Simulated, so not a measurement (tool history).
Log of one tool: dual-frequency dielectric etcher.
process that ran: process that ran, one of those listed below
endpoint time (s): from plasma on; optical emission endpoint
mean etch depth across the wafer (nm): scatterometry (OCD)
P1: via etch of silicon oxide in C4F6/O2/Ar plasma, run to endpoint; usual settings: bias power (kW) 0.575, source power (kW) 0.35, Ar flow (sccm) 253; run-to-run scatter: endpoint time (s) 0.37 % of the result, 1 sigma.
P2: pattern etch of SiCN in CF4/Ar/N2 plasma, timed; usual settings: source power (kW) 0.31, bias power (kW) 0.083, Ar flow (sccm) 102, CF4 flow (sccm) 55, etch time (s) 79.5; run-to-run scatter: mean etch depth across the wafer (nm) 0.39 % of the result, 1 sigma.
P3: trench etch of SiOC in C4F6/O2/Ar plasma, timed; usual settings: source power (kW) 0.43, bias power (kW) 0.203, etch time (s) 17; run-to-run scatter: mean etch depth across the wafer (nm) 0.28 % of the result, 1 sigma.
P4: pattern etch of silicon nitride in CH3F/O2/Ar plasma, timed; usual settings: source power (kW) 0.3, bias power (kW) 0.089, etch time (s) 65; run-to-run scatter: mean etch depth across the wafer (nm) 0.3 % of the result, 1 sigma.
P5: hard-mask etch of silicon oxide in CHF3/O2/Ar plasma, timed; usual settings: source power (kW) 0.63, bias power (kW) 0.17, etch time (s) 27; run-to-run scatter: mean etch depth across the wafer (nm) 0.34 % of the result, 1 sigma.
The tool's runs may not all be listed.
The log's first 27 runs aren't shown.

run     day  process that ran  bias power (kW)  source power (kW)  Ar flow (sccm)  etch time (s)  CF4 flow (sccm)  hours since the last wet clean  hours since the last bias power generator calibration  hours since the last source power generator calibration  hours since the last Ar flow controller change  endpoint time (s)  mean etch depth across the wafer (nm)
 28  12.408                P2            0.083               0.31             102           79.5               55                           477.2                                                 2501.5                                                    572.1                                            3448                                                    51.274
 29  12.883                P3            0.203               0.43                            9.5                                            488.6                                                 2512.9                                                    583.5                                          3459.4                                                    21.091
 30  13.246                P3            0.203               0.43                             17                                            497.3                                                 2521.6                                                    592.2                                          3468.1                                                    37.731
 31  13.829                P1            0.339               0.35             253                                                           511.3                                                 2535.6                                                    606.2                                          3482.1             46.434
 32  14.429                P1            0.575               0.35             253                                                           525.7                                                   2550                                                    620.6                                          3496.5             38.101
 33   14.95                P1            0.575               0.35             253                                                           538.2                                                 2562.5                                                    633.1                                            3509             38.441
 34  15.279                P1            0.575               0.35             253                                                           546.1                                                 2570.4                                                      641                                          3516.9             38.442
 35  15.804                P1            0.575               0.35             253                                                           558.7                                                   2583                                                    653.6                                          3529.5             38.567

Run 36 comes next. What will it give?
 36  16.188                P1            0.575               0.35             253                                                           567.9                                                 2592.2                                                    662.8                                          3538.7                  ?

Run 36 gave endpoint time (s) 38.641.

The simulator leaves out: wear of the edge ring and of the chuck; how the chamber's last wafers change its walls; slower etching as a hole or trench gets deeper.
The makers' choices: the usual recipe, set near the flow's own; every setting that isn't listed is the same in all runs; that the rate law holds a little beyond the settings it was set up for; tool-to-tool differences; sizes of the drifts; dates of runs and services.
